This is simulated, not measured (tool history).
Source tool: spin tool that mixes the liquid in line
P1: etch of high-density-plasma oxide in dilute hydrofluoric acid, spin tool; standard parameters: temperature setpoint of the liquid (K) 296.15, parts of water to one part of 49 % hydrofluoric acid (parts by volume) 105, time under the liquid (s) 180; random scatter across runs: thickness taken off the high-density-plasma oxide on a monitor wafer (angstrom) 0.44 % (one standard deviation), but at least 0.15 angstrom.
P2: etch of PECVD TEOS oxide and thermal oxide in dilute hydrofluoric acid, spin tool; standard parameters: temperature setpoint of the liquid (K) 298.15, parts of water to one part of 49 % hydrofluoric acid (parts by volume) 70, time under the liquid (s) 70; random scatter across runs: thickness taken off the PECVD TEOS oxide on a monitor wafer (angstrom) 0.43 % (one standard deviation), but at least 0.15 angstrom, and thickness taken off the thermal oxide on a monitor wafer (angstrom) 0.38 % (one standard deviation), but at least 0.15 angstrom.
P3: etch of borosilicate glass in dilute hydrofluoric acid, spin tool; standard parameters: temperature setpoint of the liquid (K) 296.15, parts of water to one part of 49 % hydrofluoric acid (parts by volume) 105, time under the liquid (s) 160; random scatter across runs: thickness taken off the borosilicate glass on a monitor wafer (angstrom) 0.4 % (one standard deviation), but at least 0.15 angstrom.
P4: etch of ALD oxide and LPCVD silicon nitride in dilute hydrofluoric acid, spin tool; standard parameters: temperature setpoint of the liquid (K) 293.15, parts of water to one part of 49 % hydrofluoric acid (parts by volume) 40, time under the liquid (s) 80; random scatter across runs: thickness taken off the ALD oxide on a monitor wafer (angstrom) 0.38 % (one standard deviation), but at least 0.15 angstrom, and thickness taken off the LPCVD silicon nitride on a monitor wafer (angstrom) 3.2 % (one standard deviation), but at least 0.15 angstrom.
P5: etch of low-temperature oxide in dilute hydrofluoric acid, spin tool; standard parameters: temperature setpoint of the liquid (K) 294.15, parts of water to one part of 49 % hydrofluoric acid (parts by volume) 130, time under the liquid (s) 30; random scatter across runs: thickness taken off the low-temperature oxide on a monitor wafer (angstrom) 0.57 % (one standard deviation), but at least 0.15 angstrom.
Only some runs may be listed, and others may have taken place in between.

run     day  process that ran  temperature setpoint of the liquid (K)  parts of water to one part of 49 % hydrofluoric acid (parts by volume)  time under the liquid (s)  hours since the thermometer was replaced  hours since the hydrofluoric acid flow meter was replaced  thickness taken off the high-density-plasma oxide on a monitor wafer (angstrom)  thickness taken off the low-temperature oxide on a monitor wafer (angstrom)  thickness taken off the PECVD TEOS oxide on a monitor wafer (angstrom)  thickness taken off the thermal oxide on a monitor wafer (angstrom)  thickness taken off the borosilicate glass on a monitor wafer (angstrom)  thickness taken off the ALD oxide on a monitor wafer (angstrom)  thickness taken off the LPCVD silicon nitride on a monitor wafer (angstrom)
  1   0.517                P1                                  296.15                                                                     105                        180                                     350.8                                                      945.4                                                                            81.78
  2    1.25                P5                                  294.15                                                                     130                         50                                     368.4                                                        963                                                                                                                                                        111.94
  3   1.892                P1                                  296.15                                                                     150                        180                                     383.8                                                      978.4                                                                           54.636
  4   2.483                P1                                  291.65                                                                     105                        180                                       398                                                      992.6                                                                           68.222
  5   2.908                P1                                  296.15                                                                      30                        180                                     408.2                                                     1002.8                                                                           314.95
  6   3.342                P1                                  296.15                                                                     105                        180                                     418.6                                                     1013.2                                                                           82.279
  7   3.879                P1                                  296.15                                                                     105                        180                                     431.5                                                     1026.1                                                                           81.995
  8   4.296                P2                                  298.15                                                                      70                         70                                     441.5                                                     1036.1                                                                                                                                                                                                                                231.54                                                               51.054
  9   4.996                P1                                  301.65                                                                     105                        180                                     458.3                                                     1052.9                                                                           102.01
 10   5.679                P1                                  296.15                                                                     105                        180                                     474.7                                                     1069.3                                                                           81.261
 11   6.233                P3                                  296.15                                                                     185                        160                                       488                                                     1082.6                                                                                                                                                                                                                                                                                                                                                                                169.7
 12   6.817                P1                                  302.15                                                                     155                        180                                       502                                                     1096.6                                                                           65.605
 13   7.196                P3                                  296.15                                                                     105                        160                                     511.1                                                     1105.7                                                                                                                                                                                                                                                                                                                                                                               326.04
 14   7.933                P1                                  296.15                                                                      25                        260                                     528.8                                                     1123.4                                                                           550.34
 15   8.654                P4                                  293.15                                                                      40                         20                                     546.1                                                     1140.7                                                                                                                                                                                                                                                                                                                                                                                                                                                60.585                                                                       1.9383
 16   9.258                P1                                  296.15                                                                     105                        180                                     560.6                                                     1155.2                                                                           82.079
 17   9.742                P1                                  296.15                                                                     105                        180                                     572.2                                                     1166.8                                                                           82.145
 18  10.225                P5                                  301.65                                                                     130                         30                                     583.8                                                     1178.4                                                                                                                                                        91.036
 19  10.946                P4                                  293.15                                                                      40                         80                                     601.1                                                     1195.7                                                                                                                                                                                                                                                                                                                                                                                                                                                241.64                                                                        7.956
 20  11.633                P2                                  298.15                                                                      20                         70                                     617.6                                                     1212.2                                                                                                                                                                                                                                877.34                                                               191.71
 21  12.125                P5                                  294.15                                                                     130                         30                                     629.4                                                       1224                                                                                                                                                         67.12
 22  12.854                P4                                  293.15                                                                      40                         80                                     646.9                                                     1241.5                                                                                                                                                                                                                                                                                                                                                                                                                                                242.15                                                                       8.2153
 23  13.462                P5                                  294.15                                                                     215                         30                                     661.5                                                     1256.1                                                                                                                                                        37.604
 24  13.888                P3                                  296.15                                                                     105                        160                                     671.7                                                     1266.3                                                                                                                                                                                                                                                                                                                                                                                326.5
 25  14.567                P2                                  294.65                                                                      70                         70                                       688                                                     1282.6                                                                                                                                                                                                                                200.48                                                               44.302
 26  15.183                P4                                  290.15                                                                      40                         80                                     702.8                                                     1297.4                                                                                                                                                                                                                                                                                                                                                                                                                                                214.16                                                                       6.7969
 27  15.821                P4                                  293.15                                                                      20                         80                                     718.1                                                     1312.7                                                                                                                                                                                                                                                                                                                                                                                                                                                497.55                                                                       15.532

For run 28, what comes out?
 28  16.567                P3                                  301.65                                                                     105                        160                                       736                                                     1330.6                                                                                                                                                                                                                                                                                                                                                                                    ?

thickness taken off the borosilicate glass on a monitor wafer (angstrom): 403.63

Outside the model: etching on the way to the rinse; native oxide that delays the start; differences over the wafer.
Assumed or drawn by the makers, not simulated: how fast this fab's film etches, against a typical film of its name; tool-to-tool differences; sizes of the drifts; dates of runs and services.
